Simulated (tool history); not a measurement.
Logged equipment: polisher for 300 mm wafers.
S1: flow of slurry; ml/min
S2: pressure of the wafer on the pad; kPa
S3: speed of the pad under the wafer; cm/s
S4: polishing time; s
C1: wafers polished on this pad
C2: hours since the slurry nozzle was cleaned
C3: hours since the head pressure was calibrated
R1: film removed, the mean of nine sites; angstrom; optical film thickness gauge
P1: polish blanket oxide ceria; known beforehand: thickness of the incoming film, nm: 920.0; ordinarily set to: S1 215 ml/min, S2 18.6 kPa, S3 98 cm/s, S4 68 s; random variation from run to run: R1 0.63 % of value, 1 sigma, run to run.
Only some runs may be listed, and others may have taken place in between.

run,hour,S1,S2,S3,S4,C1,C2,C3,R1
1,7,215,18.6,98,68,592,51.6,151.7,2692.1
2,12.9,215,18.6,98,68,625,57.5,157.6,2694.4
3,18.8,215,18.6,98,68,657,63.4,163.5,2703.7
4,24.8,215,18.6,134,40,690,69.4,169.5,2146.7
5,30.7,215,18.6,98,68,722,75.3,175.4,2690.4
6,37.8,215,11.7,98,68,761,82.4,182.5,1687.1
7,46.8,215,18.6,98,38,811,91.4,191.5,1504.3
8,54.6,215,18.6,128,100,853,99.2,199.3,5190.3
9,63.1,215,18.6,152,68,900,107.7,207.8,4200.7
10,71,215,18.6,98,68,943,115.6,215.7,2682.4
# hour 73.5: head pressure recalibrated
11,78.2,215,28.3,98,68,983,122.8,4.8,4077.7
12,83.9,215,18.6,60,68,1014,128.5,10.5,1659.9
13,90.4,130,18.6,98,68,1050,135,17,2472.1
14,98.4,330,18.6,98,68,1094,143,25,2814.9
15,105,215,18.6,140,87,1130,149.6,31.6,4876
16,111.2,215,18.6,98,100,1164,155.8,37.8,3984.2
17,119.4,215,18.6,98,68,1209,164,46,2695.5
18,127,215,18.6,98,68,1250,171.6,53.6,2687.4
19,131.7,215,18.6,98,68,1276,176.3,58.3,2632
20,136.1,215,18.6,98,68,1300,180.7,62.7,2665.7
21,145,215,18.6,98,68,1349,189.6,71.6,2579.9

Predict the results of run 22:
22,151.4,215,18.6,98,68,1384,196,78,?

R1: 2544.1 angstrom
